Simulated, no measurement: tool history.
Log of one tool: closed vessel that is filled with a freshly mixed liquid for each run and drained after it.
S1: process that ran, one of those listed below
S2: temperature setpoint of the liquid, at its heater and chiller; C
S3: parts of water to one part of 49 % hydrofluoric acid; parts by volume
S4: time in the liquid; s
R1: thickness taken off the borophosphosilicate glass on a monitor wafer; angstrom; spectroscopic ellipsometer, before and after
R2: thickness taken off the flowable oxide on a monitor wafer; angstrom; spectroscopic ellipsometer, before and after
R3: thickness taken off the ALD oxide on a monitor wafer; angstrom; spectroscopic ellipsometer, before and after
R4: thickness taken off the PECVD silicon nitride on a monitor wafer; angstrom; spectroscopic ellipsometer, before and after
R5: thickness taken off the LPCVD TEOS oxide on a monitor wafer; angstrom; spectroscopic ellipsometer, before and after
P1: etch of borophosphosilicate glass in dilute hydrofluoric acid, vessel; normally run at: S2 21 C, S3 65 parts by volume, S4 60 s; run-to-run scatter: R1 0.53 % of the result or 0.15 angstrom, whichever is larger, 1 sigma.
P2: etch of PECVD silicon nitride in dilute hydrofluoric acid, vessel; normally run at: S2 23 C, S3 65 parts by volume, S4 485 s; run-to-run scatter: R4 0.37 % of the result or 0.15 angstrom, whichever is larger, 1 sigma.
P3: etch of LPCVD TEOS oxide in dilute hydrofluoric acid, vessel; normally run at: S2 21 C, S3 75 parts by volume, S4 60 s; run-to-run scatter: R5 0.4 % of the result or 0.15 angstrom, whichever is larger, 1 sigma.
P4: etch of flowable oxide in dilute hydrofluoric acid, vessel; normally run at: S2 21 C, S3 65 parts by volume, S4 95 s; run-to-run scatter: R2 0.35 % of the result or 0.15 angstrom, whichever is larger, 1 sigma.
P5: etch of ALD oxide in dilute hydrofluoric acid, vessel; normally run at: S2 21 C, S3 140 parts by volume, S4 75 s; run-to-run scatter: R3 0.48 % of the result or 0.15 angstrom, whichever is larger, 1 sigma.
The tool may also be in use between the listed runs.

run   hour  S1    S2   S3   S4      R1      R2      R3      R4      R5
  1    5.5  P1    21   65   60   269.4
  2   12.4  P1  24.5   65   60  310.27
  3   15.7  P1    21   65  110  490.11
  4   21.6  P4    21   65  140          662.64
  5   27.3  P1    21   65   60  265.73
  6   33.1  P5    17  140   75                  90.127
  7   38.9  P4  25.5   65   95          539.45
  8     44  P2    17   65  485                           128.3
  9   48.4  P1    21   65   60  268.59
 10   53.6  P1    21   95   60  176.58
 11   59.7  P3    28   75   60                                  379.78
 12     66  P1    17   65   60  223.92
 13   71.3  P2    23   65   90                          36.074
 14   74.4  P1    21   65   60  270.16
 15   78.9  P1    21   40   60  450.99
 16   84.3  P1    27   35   60  664.29
 17   88.1  P3    21  120   60                                  168.33
 18   91.7  P4    21   95   95          293.99
 19   98.3  P3    21   75   60                                  284.93
 20  102.9  P5    21  140  145                  207.22
 21  107.3  P4    21   65   95          446.82
 22  112.7  P1    21   65   60  269.64
 23  119.2  P1    21   65   30  133.53
 24  122.5  P1    21   65   60  268.86
 25  128.4  P5    21   25   75                  684.07
 26  134.3  P5    21  140   75                  106.25
 27  137.7  P1    21   65   60   267.1
 28  144.4  P1    17   25   60   612.1
 29  151.3  P2    23   90  485                          141.26
 30  155.5  P2    23   65  485                          192.57
 31    159  P3    21   75   30                                  142.11
 32  164.1  P1    21   65   60  267.31
 33  169.5  P1    21   65   60  280.23
 34  175.7  P1    21   65   60  285.03
 35  179.1  P1    21   65   60  286.73
 36  183.6  P1    21   65   60  288.08
 37  188.6  P1    21   65   60  291.28
 38  192.5  P1    21   65   60  292.22
 39  195.6  P1    21   65   60  294.52
 40  198.9  P1    21   65   60  291.39

What P1 gives has crept away from where it was. These 2 causes fit the log equally well, each at the size given:
A: hydrofluoric acid flow above the setpoint (%) = 8.51
B: liquid hotter than its thermometer reads (K) = 2.13
The creep began at about hour 164.1.

4 check runs are offered, one wafer each, their results left as question marks. Which one tells the causes apart?
check 1  202.2  P3  21   75   60                   ?
check 2  202.2  P4  21   65   95       ?
check 3  202.2  P5  21  140   75           ?
check 4  202.2  P2  23   65  485               ?

What each check would give under each cause:
  check  result    if A    if B
check 1      R5  311.26  310.87
check 2      R2  490.19  490.26
check 3      R3  117.21  116.04
check 4      R4  210.08  223.62
How far apart the two closest causes lie, in the result that separates them most: check 1 0.13 %; check 2 0.01 %; check 3 1 %; check 4 6.25 %
Check 4 tells the causes apart: in the others they would give nearly the same result.

Then check 4 was run and gave: R4 222.76 angstrom. Which cause is it?

It is B: liquid hotter than its thermometer reads (K).

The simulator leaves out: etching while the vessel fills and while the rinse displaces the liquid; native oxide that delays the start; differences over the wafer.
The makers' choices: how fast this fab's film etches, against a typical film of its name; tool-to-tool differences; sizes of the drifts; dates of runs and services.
